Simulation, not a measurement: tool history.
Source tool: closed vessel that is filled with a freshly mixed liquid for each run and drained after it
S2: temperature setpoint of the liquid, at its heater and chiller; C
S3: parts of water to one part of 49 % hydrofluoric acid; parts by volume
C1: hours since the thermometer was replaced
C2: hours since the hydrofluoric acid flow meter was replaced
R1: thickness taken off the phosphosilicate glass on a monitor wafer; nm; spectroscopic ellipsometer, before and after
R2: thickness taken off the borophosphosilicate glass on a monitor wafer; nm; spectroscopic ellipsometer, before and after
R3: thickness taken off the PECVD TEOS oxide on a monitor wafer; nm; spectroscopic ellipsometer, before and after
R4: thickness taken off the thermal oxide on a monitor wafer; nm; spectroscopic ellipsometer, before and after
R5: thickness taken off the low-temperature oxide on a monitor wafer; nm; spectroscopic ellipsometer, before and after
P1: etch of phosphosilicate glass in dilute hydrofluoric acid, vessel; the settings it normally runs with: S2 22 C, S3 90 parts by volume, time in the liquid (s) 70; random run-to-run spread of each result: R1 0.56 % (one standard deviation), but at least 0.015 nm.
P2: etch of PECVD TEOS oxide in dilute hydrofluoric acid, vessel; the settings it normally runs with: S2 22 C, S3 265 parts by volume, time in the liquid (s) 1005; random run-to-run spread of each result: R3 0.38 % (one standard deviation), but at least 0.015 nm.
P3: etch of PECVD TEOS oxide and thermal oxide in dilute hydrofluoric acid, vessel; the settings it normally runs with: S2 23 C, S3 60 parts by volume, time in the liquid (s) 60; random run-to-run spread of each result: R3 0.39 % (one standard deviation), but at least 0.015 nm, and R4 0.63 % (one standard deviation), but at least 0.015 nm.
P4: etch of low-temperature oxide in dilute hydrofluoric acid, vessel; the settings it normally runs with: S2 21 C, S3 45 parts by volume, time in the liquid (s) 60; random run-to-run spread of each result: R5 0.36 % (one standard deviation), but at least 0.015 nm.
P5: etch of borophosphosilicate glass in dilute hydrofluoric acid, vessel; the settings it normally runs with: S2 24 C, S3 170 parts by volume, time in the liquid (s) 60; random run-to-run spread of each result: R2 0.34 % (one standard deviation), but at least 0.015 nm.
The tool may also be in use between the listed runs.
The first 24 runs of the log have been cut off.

run 25 hour=230.2 | process_that_ran=P1 S2=22 S3=30 time_in_the_liquid_(s)=130 | C1=473.8 C2=561.2 | R1=259.75
run 26 hour=235.9 | process_that_ran=P1 S2=22 S3=90 time_in_the_liquid_(s)=70 | C1=479.5 C2=566.9 | R1=43.349
run 27 hour=242.4 | process_that_ran=P2 S2=22 S3=435 time_in_the_liquid_(s)=1005 | C1=486 C2=573.4 | R3=19.277
run 28 hour=252.1 | process_that_ran=P2 S2=30.5 S3=265 time_in_the_liquid_(s)=1005 | C1=495.7 C2=583.1 | R3=49.355
run 29 hour=263 | process_that_ran=P1 S2=22 S3=90 time_in_the_liquid_(s)=70 | C1=506.6 C2=594 | R1=43.725
run 30 hour=272.9 | process_that_ran=P4 S2=21 S3=45 time_in_the_liquid_(s)=60 | C1=516.5 C2=603.9 | R5=25.386
run 31 hour=281 | process_that_ran=P1 S2=22 S3=90 time_in_the_liquid_(s)=70 | C1=524.6 C2=612 | R1=43.746
run 32 hour=288.9 | process_that_ran=P1 S2=22 S3=90 time_in_the_liquid_(s)=70 | C1=532.5 C2=619.9 | R1=44.04
run 33 hour=296.3 | process_that_ran=P1 S2=22 S3=90 time_in_the_liquid_(s)=70 | C1=539.9 C2=627.3 | R1=44.918
run 34 hour=302.3 | process_that_ran=P1 S2=22 S3=90 time_in_the_liquid_(s)=70 | C1=545.9 C2=633.3 | R1=45.591
run 35 hour=315.1 | process_that_ran=P1 S2=22 S3=90 time_in_the_liquid_(s)=70 | C1=558.7 C2=646.1 | R1=46.378
run 36 hour=325.3 | process_that_ran=P1 S2=22 S3=90 time_in_the_liquid_(s)=70 | C1=568.9 C2=656.3 | R1=46.393
run 37 hour=335.9 | process_that_ran=P1 S2=22 S3=90 time_in_the_liquid_(s)=70 | C1=579.5 C2=666.9 | R1=46.702
run 38 hour=345.8 | process_that_ran=P1 S2=22 S3=90 time_in_the_liquid_(s)=70 | C1=589.4 C2=676.8 | R1=46.694
run 39 hour=355.2 | process_that_ran=P1 S2=22 S3=90 time_in_the_liquid_(s)=70 | C1=598.8 C2=686.2 | R1=47.438
run 40 hour=362.5 | process_that_ran=P1 S2=22 S3=90 time_in_the_liquid_(s)=70 | C1=606.1 C2=693.5 | R1=47.353
run 41 hour=371 | process_that_ran=P1 S2=22 S3=90 time_in_the_liquid_(s)=70 | C1=614.6 C2=702 | R1=47.47

Predict the results of run 42:
run 42 hour=381.5 | process_that_ran=P1 S2=22 S3=90 time_in_the_liquid_(s)=70 | C1=625.1 C2=712.5 | R1=?

R1: 47.417 nm

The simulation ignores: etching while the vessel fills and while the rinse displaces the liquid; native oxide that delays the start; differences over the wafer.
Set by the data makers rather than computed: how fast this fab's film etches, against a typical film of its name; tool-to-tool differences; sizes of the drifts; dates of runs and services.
